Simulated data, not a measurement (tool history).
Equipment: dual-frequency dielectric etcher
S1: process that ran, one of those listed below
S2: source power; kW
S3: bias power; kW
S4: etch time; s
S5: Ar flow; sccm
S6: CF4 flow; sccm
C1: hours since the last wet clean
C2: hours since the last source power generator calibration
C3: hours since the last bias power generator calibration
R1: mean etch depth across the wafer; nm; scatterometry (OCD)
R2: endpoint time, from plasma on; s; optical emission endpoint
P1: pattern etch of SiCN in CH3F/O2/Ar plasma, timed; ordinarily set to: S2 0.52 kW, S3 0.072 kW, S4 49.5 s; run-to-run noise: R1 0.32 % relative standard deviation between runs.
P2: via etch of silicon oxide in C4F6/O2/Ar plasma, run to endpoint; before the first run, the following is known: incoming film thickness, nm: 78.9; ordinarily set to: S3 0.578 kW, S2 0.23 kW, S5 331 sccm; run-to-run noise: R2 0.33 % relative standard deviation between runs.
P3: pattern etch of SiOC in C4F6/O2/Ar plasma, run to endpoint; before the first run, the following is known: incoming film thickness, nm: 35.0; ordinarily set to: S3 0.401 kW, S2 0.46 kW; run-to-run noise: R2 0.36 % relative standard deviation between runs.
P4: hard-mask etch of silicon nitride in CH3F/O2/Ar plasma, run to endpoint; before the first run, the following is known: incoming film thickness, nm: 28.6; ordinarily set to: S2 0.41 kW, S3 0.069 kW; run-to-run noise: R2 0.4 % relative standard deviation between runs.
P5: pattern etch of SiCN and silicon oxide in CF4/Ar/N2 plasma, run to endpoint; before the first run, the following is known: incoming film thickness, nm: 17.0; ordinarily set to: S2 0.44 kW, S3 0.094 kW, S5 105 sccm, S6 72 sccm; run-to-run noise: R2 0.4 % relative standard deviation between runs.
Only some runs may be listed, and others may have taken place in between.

{"run": 1, "hour": 17.3, "S1": "P1", "S2": 0.52, "S3": 0.072, "S4": 49.5, "C1": 86.6, "C2": 901.4, "C3": 3445.9, "R1": 20.943}
{"run": 2, "hour": 27.9, "S1": "P1", "S2": 0.52, "S3": 0.057, "S4": 49.5, "C1": 97.2, "C2": 912, "C3": 3456.5, "R1": 19.445}
{"run": 3, "hour": 41.6, "S1": "P2", "S2": 0.23, "S3": 0.431, "S5": 331, "C1": 110.9, "C2": 925.7, "C3": 3470.2, "R2": 22.087}
{"run": 4, "hour": 56.9, "S1": "P1", "S2": 0.65, "S3": 0.072, "S4": 49.5, "C1": 126.2, "C2": 941, "C3": 3485.5, "R1": 22.955}
{"run": 5, "hour": 65.9, "S1": "P2", "S2": 0.23, "S3": 0.578, "S5": 331, "C1": 135.2, "C2": 950, "C3": 3494.5, "R2": 19.948}
{"run": 6, "hour": 78.7, "S1": "P4", "S2": 0.41, "S3": 0.069, "C1": 148, "C2": 962.8, "C3": 3507.3, "R2": 39.12}
{"run": 7, "hour": 96.6, "S1": "P1", "S2": 0.52, "S3": 0.072, "S4": 74, "C1": 165.9, "C2": 980.7, "C3": 3525.2, "R1": 31.05}
{"hour": 98.9, "done": "source power generator calibrated"}
{"run": 8, "hour": 113.4, "S1": "P1", "S2": 0.52, "S3": 0.072, "S4": 49.5, "C1": 182.7, "C2": 14.5, "C3": 3542, "R1": 20.862}
{"run": 9, "hour": 131.7, "S1": "P5", "S2": 0.44, "S3": 0.094, "S5": 79, "S6": 72, "C1": 201, "C2": 32.8, "C3": 3560.3, "R2": 17.639}
{"run": 10, "hour": 140.7, "S1": "P1", "S2": 0.37, "S3": 0.072, "S4": 49.5, "C1": 210, "C2": 41.8, "C3": 3569.3, "R1": 18.327}
{"run": 11, "hour": 152.1, "S1": "P3", "S2": 0.46, "S3": 0.32, "C1": 221.4, "C2": 53.2, "C3": 3580.7, "R2": 13.268}
{"run": 12, "hour": 166.5, "S1": "P1", "S2": 0.52, "S3": 0.092, "S4": 39, "C1": 235.8, "C2": 67.6, "C3": 3595.1, "R1": 17.995}
{"run": 13, "hour": 175.8, "S1": "P4", "S2": 0.41, "S3": 0.093, "C1": 245.1, "C2": 76.9, "C3": 3604.4, "R2": 35.317}
{"run": 14, "hour": 192.1, "S1": "P1", "S2": 0.52, "S3": 0.072, "S4": 49.5, "C1": 261.4, "C2": 93.2, "C3": 3620.7, "R1": 20.979}
{"run": 15, "hour": 208.0, "S1": "P5", "S2": 0.44, "S3": 0.094, "S5": 105, "S6": 72, "C1": 277.3, "C2": 109.1, "C3": 3636.6, "R2": 18.345}
{"run": 16, "hour": 224.4, "S1": "P4", "S2": 0.5, "S3": 0.069, "C1": 293.7, "C2": 125.5, "C3": 3653, "R2": 36.642}
{"run": 17, "hour": 233.8, "S1": "P5", "S2": 0.44, "S3": 0.124, "S5": 105, "S6": 72, "C1": 303.1, "C2": 134.9, "C3": 3662.4, "R2": 16.484}
{"hour": 237.3, "done": "wet clean of the chamber"}
{"run": 18, "hour": 247.9, "S1": "P1", "S2": 0.52, "S3": 0.072, "S4": 49.5, "C1": 10.6, "C2": 149, "C3": 3676.5, "R1": 20.95}
{"hour": 250.5, "done": "bias power generator calibrated"}
{"run": 19, "hour": 256.3, "S1": "P5", "S2": 0.61, "S3": 0.094, "S5": 105, "S6": 72, "C1": 19, "C2": 157.4, "C3": 5.9, "R2": 13.664}
{"run": 20, "hour": 270.4, "S1": "P5", "S2": 0.44, "S3": 0.094, "S5": 105, "S6": 72, "C1": 33.1, "C2": 171.5, "C3": 20, "R2": 18.147}
{"run": 21, "hour": 286.6, "S1": "P1", "S2": 0.52, "S3": 0.096, "S4": 49.5, "C1": 49.3, "C2": 187.7, "C3": 36.2, "R1": 23.256}
{"run": 22, "hour": 299.3, "S1": "P1", "S2": 0.52, "S3": 0.072, "S4": 49.5, "C1": 62, "C2": 200.4, "C3": 48.9, "R1": 21.004}
{"run": 23, "hour": 309.9, "S1": "P5", "S2": 0.44, "S3": 0.094, "S5": 105, "S6": 96, "C1": 72.6, "C2": 211, "C3": 59.5, "R2": 17.621}
{"run": 24, "hour": 324.0, "S1": "P1", "S2": 0.52, "S3": 0.072, "S4": 49.5, "C1": 86.7, "C2": 225.1, "C3": 73.6, "R1": 21.052}
{"run": 25, "hour": 336.4, "S1": "P3", "S2": 0.46, "S3": 0.401, "C1": 99.1, "C2": 237.5, "C3": 86, "R2": 12.323}
{"run": 26, "hour": 354.6, "S1": "P3", "S2": 0.64, "S3": 0.401, "C1": 117.3, "C2": 255.7, "C3": 104.2, "R2": 10.797}
{"run": 27, "hour": 366.6, "S1": "P3", "S2": 0.46, "S3": 0.401, "C1": 129.3, "C2": 267.7, "C3": 116.2, "R2": 12.171}
{"run": 28, "hour": 384.1, "S1": "P1", "S2": 0.52, "S3": 0.072, "S4": 27, "C1": 146.8, "C2": 285.2, "C3": 133.7, "R1": 11.454}
{"run": 29, "hour": 394.4, "S1": "P1", "S2": 0.35, "S3": 0.054, "S4": 49.5, "C1": 157.1, "C2": 295.5, "C3": 144, "R1": 16.303}
{"run": 30, "hour": 411.4, "S1": "P1", "S2": 0.62, "S3": 0.055, "S4": 49.5, "C1": 174.1, "C2": 312.5, "C3": 161, "R1": 20.492}
{"run": 31, "hour": 424.6, "S1": "P2", "S2": 0.15, "S3": 0.578, "S5": 331, "C1": 187.3, "C2": 325.7, "C3": 174.2, "R2": 23.046}
{"run": 32, "hour": 439.7, "S1": "P2", "S2": 0.23, "S3": 0.578, "S5": 391, "C1": 202.4, "C2": 340.8, "C3": 189.3, "R2": 20.136}
{"run": 33, "hour": 451.4, "S1": "P2", "S2": 0.23, "S3": 0.578, "S5": 331, "C1": 214.1, "C2": 352.5, "C3": 201, "R2": 19.851}
{"run": 34, "hour": 465.7, "S1": "P1", "S2": 0.52, "S3": 0.072, "S4": 49.5, "C1": 228.4, "C2": 366.8, "C3": 215.3, "R1": 21.026}
{"run": 35, "hour": 481.4, "S1": "P1", "S2": 0.52, "S3": 0.072, "S4": 49.5, "C1": 244.1, "C2": 382.5, "C3": 231, "R1": 21.014}
{"run": 36, "hour": 497.8, "S1": "P1", "S2": 0.52, "S3": 0.072, "S4": 49.5, "C1": 260.5, "C2": 398.9, "C3": 247.4, "R1": 21.144}
{"run": 37, "hour": 507.9, "S1": "P1", "S2": 0.52, "S3": 0.072, "S4": 49.5, "C1": 270.6, "C2": 409, "C3": 257.5, "R1": 21.263}
{"run": 38, "hour": 520.7, "S1": "P1", "S2": 0.52, "S3": 0.072, "S4": 49.5, "C1": 283.4, "C2": 421.8, "C3": 270.3, "R1": 21.292}
{"run": 39, "hour": 531.7, "S1": "P1", "S2": 0.52, "S3": 0.072, "S4": 49.5, "C1": 294.4, "C2": 432.8, "C3": 281.3, "R1": 21.329}
{"run": 40, "hour": 541.4, "S1": "P1", "S2": 0.52, "S3": 0.072, "S4": 49.5, "C1": 304.1, "C2": 442.5, "C3": 291, "R1": 21.308}
{"run": 41, "hour": 559.8, "S1": "P1", "S2": 0.52, "S3": 0.072, "S4": 49.5, "C1": 322.5, "C2": 460.9, "C3": 309.4, "R1": 21.295}
{"hour": 565.7, "done": "wet clean of the chamber"}
{"run": 42, "hour": 571.5, "S1": "P1", "S2": 0.52, "S3": 0.072, "S4": 49.5, "C1": 5.9, "C2": 472.6, "C3": 321.1, "R1": 21.23}
{"run": 43, "hour": 583.3, "S1": "P1", "S2": 0.52, "S3": 0.072, "S4": 49.5, "C1": 17.7, "C2": 484.4, "C3": 332.9, "R1": 21.308}
{"run": 44, "hour": 594.9, "S1": "P1", "S2": 0.52, "S3": 0.072, "S4": 49.5, "C1": 29.3, "C2": 496, "C3": 344.5, "R1": 21.26}
{"run": 45, "hour": 609.1, "S1": "P1", "S2": 0.52, "S3": 0.072, "S4": 49.5, "C1": 43.5, "C2": 510.2, "C3": 358.7, "R1": 21.289}

P1 no longer gives what it gave before; its output has crept away from where it was. The following 2 causes, each at its listed size, fit the log equally well:
A: bias power that arrives over what is set, % = 4.76
B: source power that arrives over what is set, % = 4.37
The gradual shift began around hour 465.7.
Other possible causes, and why each is ruled out:
chamber walls in a state that raises the etch rate, %: maintenance at hour 565.7, after the shift began, did not return the process to its former output

You are offered 4 check runs, listed below with question marks in place of their results; each one averages 2 wafers. Which run separates the listed causes by giving clearly different results for each?
{"run": "check 1", "hour": 623.3, "S1": "P4", "S2": 0.41, "S3": 0.069, "R2": "?"}
{"run": "check 2", "hour": 623.3, "S1": "P2", "S2": 0.23, "S3": 0.578, "S5": 331, "R2": "?"}
{"run": "check 3", "hour": 623.3, "S1": "P5", "S2": 0.44, "S3": 0.094, "S5": 105, "S6": 72, "R2": "?"}
{"run": "check 4", "hour": 623.3, "S1": "P3", "S2": 0.46, "S3": 0.401, "R2": "?"}

What every check run would give for each of its results, assuming each possible cause in turn:
check=check_1 result=R2 if_A=38.614 if_B=38.597
check=check_2 result=R2 if_A=19.405 if_B=19.457
check=check_3 result=R2 if_A=17.957 if_B=17.588
check=check_4 result=R2 if_A=12.075 if_B=12.084
Separation of the two closest causes in each check, using whichever result separates them best: check 1 0.05 %; check 2 0.27 %; check 3 2.08 %; check 4 0.07 %
Check 3 distinguishes between the causes, while the remaining checks would return nearly the same result for all of them.

Here is what check 3 returned: R2 17.626 s. Which cause is it?

B is the cause: source power that arrives over what is set, %.
